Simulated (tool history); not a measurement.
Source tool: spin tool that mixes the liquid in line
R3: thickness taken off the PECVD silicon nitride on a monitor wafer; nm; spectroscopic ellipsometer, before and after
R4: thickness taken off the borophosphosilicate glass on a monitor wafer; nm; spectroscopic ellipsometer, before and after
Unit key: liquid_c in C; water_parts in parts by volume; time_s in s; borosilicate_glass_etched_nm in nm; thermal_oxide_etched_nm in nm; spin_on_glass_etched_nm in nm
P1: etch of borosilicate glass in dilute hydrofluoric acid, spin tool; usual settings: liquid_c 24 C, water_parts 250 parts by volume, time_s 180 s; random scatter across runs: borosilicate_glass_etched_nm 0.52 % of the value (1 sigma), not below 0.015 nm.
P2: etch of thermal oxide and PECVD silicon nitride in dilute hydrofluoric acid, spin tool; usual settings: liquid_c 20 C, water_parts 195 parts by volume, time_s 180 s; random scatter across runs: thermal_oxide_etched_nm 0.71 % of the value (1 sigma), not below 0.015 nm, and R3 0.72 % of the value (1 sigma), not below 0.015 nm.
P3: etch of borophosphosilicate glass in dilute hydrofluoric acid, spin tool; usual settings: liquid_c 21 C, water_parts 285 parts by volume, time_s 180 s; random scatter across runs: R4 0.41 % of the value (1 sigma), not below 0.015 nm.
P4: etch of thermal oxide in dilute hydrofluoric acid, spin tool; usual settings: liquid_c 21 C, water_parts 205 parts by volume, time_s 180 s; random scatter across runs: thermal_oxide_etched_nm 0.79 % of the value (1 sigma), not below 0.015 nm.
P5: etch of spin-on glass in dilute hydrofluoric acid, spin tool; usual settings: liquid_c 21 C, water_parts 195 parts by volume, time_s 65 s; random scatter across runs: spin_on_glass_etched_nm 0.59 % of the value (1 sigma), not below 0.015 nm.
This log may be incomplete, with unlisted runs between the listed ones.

{"run": 1, "hour": 8.1, "process": "P1", "liquid_c": 24, "water_parts": 250, "time_s": 180, "borosilicate_glass_etched_nm": 16.354}
{"run": 2, "hour": 17.1, "process": "P2", "liquid_c": 20, "water_parts": 195, "time_s": 30, "thermal_oxide_etched_nm": 0.54372, "R3": 0.5249}
{"run": 3, "hour": 22.6, "process": "P1", "liquid_c": 24, "water_parts": 250, "time_s": 180, "borosilicate_glass_etched_nm": 16.268}
{"run": 4, "hour": 28.2, "process": "P1", "liquid_c": 24, "water_parts": 125, "time_s": 180, "borosilicate_glass_etched_nm": 37.627}
{"run": 5, "hour": 36.1, "process": "P1", "liquid_c": 29, "water_parts": 250, "time_s": 180, "borosilicate_glass_etched_nm": 19.306}
{"run": 6, "hour": 40.2, "process": "P2", "liquid_c": 20, "water_parts": 195, "time_s": 180, "thermal_oxide_etched_nm": 3.2638, "R3": 3.1466}
{"run": 7, "hour": 45.4, "process": "P3", "liquid_c": 17, "water_parts": 285, "time_s": 180, "R4": 12.816}
{"run": 8, "hour": 51.9, "process": "P1", "liquid_c": 24, "water_parts": 250, "time_s": 180, "borosilicate_glass_etched_nm": 16.28}
{"run": 9, "hour": 59.4, "process": "P3", "liquid_c": 21, "water_parts": 285, "time_s": 180, "R4": 14.93}
{"run": 10, "hour": 66.3, "process": "P3", "liquid_c": 21, "water_parts": 285, "time_s": 310, "R4": 25.765}
{"run": 11, "hour": 70.4, "process": "P1", "liquid_c": 24, "water_parts": 395, "time_s": 265, "borosilicate_glass_etched_nm": 13.217}
{"run": 12, "hour": 76.4, "process": "P1", "liquid_c": 24, "water_parts": 250, "time_s": 180, "borosilicate_glass_etched_nm": 16.26}
{"run": 13, "hour": 81.9, "process": "P5", "liquid_c": 21, "water_parts": 195, "time_s": 65, "spin_on_glass_etched_nm": 6.1246}
{"run": 14, "hour": 88.6, "process": "P1", "liquid_c": 24, "water_parts": 250, "time_s": 180, "borosilicate_glass_etched_nm": 16.365}
{"run": 15, "hour": 96.4, "process": "P4", "liquid_c": 21, "water_parts": 95, "time_s": 180, "thermal_oxide_etched_nm": 7.5319}
{"run": 16, "hour": 102.0, "process": "P1", "liquid_c": 24, "water_parts": 250, "time_s": 25, "borosilicate_glass_etched_nm": 2.2907}
{"run": 17, "hour": 106.2, "process": "P4", "liquid_c": 26.5, "water_parts": 205, "time_s": 180, "thermal_oxide_etched_nm": 3.8506}
{"run": 18, "hour": 112.7, "process": "P2", "liquid_c": 20, "water_parts": 195, "time_s": 180, "thermal_oxide_etched_nm": 3.2467, "R3": 3.1936}
{"run": 19, "hour": 121.4, "process": "P1", "liquid_c": 24, "water_parts": 440, "time_s": 180, "borosilicate_glass_etched_nm": 7.8265}
{"run": 20, "hour": 130.3, "process": "P3", "liquid_c": 21, "water_parts": 285, "time_s": 180, "R4": 14.937}
{"run": 21, "hour": 138.4, "process": "P5", "liquid_c": 21, "water_parts": 195, "time_s": 15, "spin_on_glass_etched_nm": 1.3921}
{"run": 22, "hour": 144.3, "process": "P4", "liquid_c": 21, "water_parts": 205, "time_s": 90, "thermal_oxide_etched_nm": 1.5677}
{"run": 23, "hour": 149.4, "process": "P1", "liquid_c": 24, "water_parts": 250, "time_s": 295, "borosilicate_glass_etched_nm": 26.679}
{"run": 24, "hour": 155.8, "process": "P1", "liquid_c": 24, "water_parts": 250, "time_s": 180, "borosilicate_glass_etched_nm": 16.486}
{"run": 25, "hour": 159.8, "process": "P1", "liquid_c": 18.5, "water_parts": 250, "time_s": 180, "borosilicate_glass_etched_nm": 13.311}
{"run": 26, "hour": 167.6, "process": "P5", "liquid_c": 28.5, "water_parts": 195, "time_s": 65, "spin_on_glass_etched_nm": 7.9876}
{"run": 27, "hour": 176.5, "process": "P4", "liquid_c": 21, "water_parts": 205, "time_s": 180, "thermal_oxide_etched_nm": 3.0835}
{"run": 28, "hour": 184.8, "process": "P5", "liquid_c": 21, "water_parts": 85, "time_s": 65, "spin_on_glass_etched_nm": 15.736}
{"run": 29, "hour": 191.6, "process": "P4", "liquid_c": 21, "water_parts": 205, "time_s": 180, "thermal_oxide_etched_nm": 3.1032}
{"run": 30, "hour": 199.6, "process": "P2", "liquid_c": 20, "water_parts": 65, "time_s": 180, "thermal_oxide_etched_nm": 11.132, "R3": 9.2245}
{"run": 31, "hour": 204.9, "process": "P3", "liquid_c": 21, "water_parts": 430, "time_s": 180, "R4": 8.6935}
{"run": 32, "hour": 212.9, "process": "P2", "liquid_c": 27, "water_parts": 195, "time_s": 180, "thermal_oxide_etched_nm": 4.2189, "R3": 4.9282}
{"run": 33, "hour": 218.1, "process": "P1", "liquid_c": 24, "water_parts": 250, "time_s": 180, "borosilicate_glass_etched_nm": 16.244}
{"run": 34, "hour": 226.8, "process": "P1", "liquid_c": 24, "water_parts": 250, "time_s": 180, "borosilicate_glass_etched_nm": 15.744}
{"run": 35, "hour": 231.1, "process": "P1", "liquid_c": 24, "water_parts": 250, "time_s": 180, "borosilicate_glass_etched_nm": 15.467}
{"run": 36, "hour": 239.7, "process": "P1", "liquid_c": 24, "water_parts": 250, "time_s": 180, "borosilicate_glass_etched_nm": 15.393}
{"run": 37, "hour": 246.1, "process": "P1", "liquid_c": 24, "water_parts": 250, "time_s": 180, "borosilicate_glass_etched_nm": 15.242}
{"run": 38, "hour": 252.1, "process": "P1", "liquid_c": 24, "water_parts": 250, "time_s": 180, "borosilicate_glass_etched_nm": 15.178}
{"run": 39, "hour": 257.2, "process": "P1", "liquid_c": 24, "water_parts": 250, "time_s": 180, "borosilicate_glass_etched_nm": 15.132}
{"run": 40, "hour": 262.3, "process": "P1", "liquid_c": 24, "water_parts": 250, "time_s": 180, "borosilicate_glass_etched_nm": 15.059}
{"run": 41, "hour": 267.7, "process": "P1", "liquid_c": 24, "water_parts": 250, "time_s": 180, "borosilicate_glass_etched_nm": 14.907}
{"run": 42, "hour": 272.9, "process": "P1", "liquid_c": 24, "water_parts": 250, "time_s": 180, "borosilicate_glass_etched_nm": 15.064}
{"run": 43, "hour": 279.4, "process": "P1", "liquid_c": 24, "water_parts": 250, "time_s": 180, "borosilicate_glass_etched_nm": 14.962}
{"run": 44, "hour": 285.9, "process": "P1", "liquid_c": 24, "water_parts": 250, "time_s": 180, "borosilicate_glass_etched_nm": 14.986}

The log shows P1 creeping away from where it was. Any of the 2 causes listed here, at the size stated for it, fits the log just as well as the others:
A: hydrofluoric acid flow below the setpoint (%) = 6.51
B: liquid colder than its thermometer reads (K) = 2.34
The drift started at roughly hour 218.1.

Of the 4 check runs listed below, each run on one wafer and each result written as a question mark, which would let you distinguish the listed causes because they would give clearly different results?
{"run": "check 1", "hour": 292.4, "process": "P5", "liquid_c": 21, "water_parts": 195, "time_s": 65, "spin_on_glass_etched_nm": "?"}
{"run": "check 2", "hour": 292.4, "process": "P4", "liquid_c": 21, "water_parts": 205, "time_s": 180, "thermal_oxide_etched_nm": "?"}
{"run": "check 3", "hour": 292.4, "process": "P2", "liquid_c": 20, "water_parts": 195, "time_s": 180, "thermal_oxide_etched_nm": "?", "R3": "?"}
{"run": "check 4", "hour": 292.4, "process": "P3", "liquid_c": 21, "water_parts": 285, "time_s": 180, "R4": "?"}

If the cause were each of the candidates in turn, the checks would give the following:
check=check_1 result=spin_on_glass_etched_nm if_A=5.6068 if_B=5.5518
check=check_2 result=thermal_oxide_etched_nm if_A=2.8584 if_B=2.8333
check=check_3 result=thermal_oxide_etched_nm if_A=2.9901 if_B=2.957
check=check_3 result=R3 if_A=2.985 if_B=2.7278
check=check_4 result=R4 if_A=13.714 if_B=13.703
Gap, in per cent, between the two causes that each check separates least, read from the result that separates them most: check 1 0.99 %; check 2 0.88 %; check 3 9.01 %; check 4 0.08 %
Of the check runs offered, only check 3 discriminates between the causes; the rest would read about the same regardless of which cause applies.

Check 3 was then run and gave: thermal_oxide_etched_nm 2.9406 nm; R3 2.7483 nm. Which cause is it?

Of the candidate causes, it is B: liquid colder than its thermometer reads (K).

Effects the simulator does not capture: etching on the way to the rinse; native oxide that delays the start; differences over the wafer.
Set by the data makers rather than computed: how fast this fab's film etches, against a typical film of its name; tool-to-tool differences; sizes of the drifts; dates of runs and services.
